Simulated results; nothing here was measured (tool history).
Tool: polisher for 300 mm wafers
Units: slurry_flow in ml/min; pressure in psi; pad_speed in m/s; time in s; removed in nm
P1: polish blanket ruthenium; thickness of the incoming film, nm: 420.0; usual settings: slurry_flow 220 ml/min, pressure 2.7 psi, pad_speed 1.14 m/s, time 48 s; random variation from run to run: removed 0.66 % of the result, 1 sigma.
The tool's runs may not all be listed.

run   hour  slurry_flow  pressure  pad_speed  time  wafers polished on this pad  hours since the slurry nozzle was cleaned  hours since the head pressure was calibrated  removed
  1    3.5          220       2.7       1.14    48                          197                                      219.7                                         246.7   72.556
  2    9.7          220         4       1.14    48                          266                                      225.9                                         252.9   108.06
  3     15          220       2.7       1.14    73                          324                                      231.2                                         258.2   109.87
  4   18.8          220       2.7       1.14    48                          366                                        235                                           262   72.926
      19.8  -- head pressure recalibrated
  5   22.3          220       2.7       1.78    48                          404                                      238.5                                           2.6   114.67
  6   27.6          220       2.7       1.14    29                          462                                      243.8                                           7.9   44.232
  7   32.1          315       2.7       1.14    48                          512                                      248.3                                          12.4    74.89
  8   39.5          220       1.3       1.14    48                          593                                      255.7                                          19.8   35.415
  9   44.8          325       3.8       1.14    48                          651                                        261                                          25.1   107.88
 10     51          130       2.7       1.14    48                          719                                      267.2                                          31.3   67.485
 11   57.9          220       2.7       1.14    48                          795                                      274.1                                          38.2   73.408
 12   62.9          220       2.7       1.14    48                          850                                      279.1                                          43.2   72.926
 13   69.6          220       2.7       0.84    48                          924                                      285.8                                          49.9    53.93
 14   74.7          220       2.7       1.14    48                          980                                      290.9                                            55   72.367
 15   82.7          220       2.7       1.14    48                         1067                                      298.9                                            63    72.03
 16     89          220       2.7       1.14    48                         1137                                      305.2                                          69.3   71.438
 17   93.7          220       2.7       1.14    48                         1188                                      309.9                                            74   70.743
 18   97.7          220       2.7       1.14    48                         1232                                      313.9                                            78   70.839
 19  105.3          220       2.7       1.14    48                         1316                                      321.5                                          85.6   69.007
 20  109.2          220       2.7       1.14    48                         1359                                      325.4                                          89.5    69.08
     114.1  -- head pressure recalibrated
 21  117.2          220       2.7       1.14    48                         1446                                      333.4                                           3.2   69.052
 22  123.3          220       2.7       1.14    48                         1513                                      339.5                                           9.3    68.86
 23    129          220       2.7       1.14    48                         1576                                      345.2                                            15   69.061
 24  136.4          220       2.7       1.14    48                         1657                                      352.6                                          22.4   67.845

What P1 gives has crept away from where it was. These 2 causes fit the log equally well, each at the size given:
A: slurry flow missing at the pad, % = 33.5
B: removal rate lost through wear of the pad, % = 5.84
The creep began at about hour 82.7.
Why every other cause is out:
head's pressure below its setpoint, %: serviced at hour 114.1, which brought nothing back

4 check runs are offered, each on 2 wafers whose results are averaged, their results left as question marks. Which one tells the causes apart?
check 1  143.8          220       1.6       1.14    48                                                                                                                              ?
check 2  143.8          220       1.4       1.14    59                                                                                                                              ?
check 3  143.8          130       2.7       1.14    48                                                                                                                              ?
check 4  143.8          220       2.1       1.14    70                                                                                                                              ?

What each check would give under each cause:
  check   result    if A    if B
check 1  removed  40.665   40.67
check 2  removed  43.736  43.741
check 3  removed  60.892  63.198
check 4  removed  77.835  77.845
How far apart the two closest causes lie, in the result that separates them most: check 1 0.01 %; check 2 0.01 %; check 3 3.72 %; check 4 0.01 %
Only check 3 tells the causes apart: in the others they would give nearly the same result.

Then check 3 was run and gave: removed 60.617 nm. Which cause is it?

It is A: slurry flow missing at the pad, %.
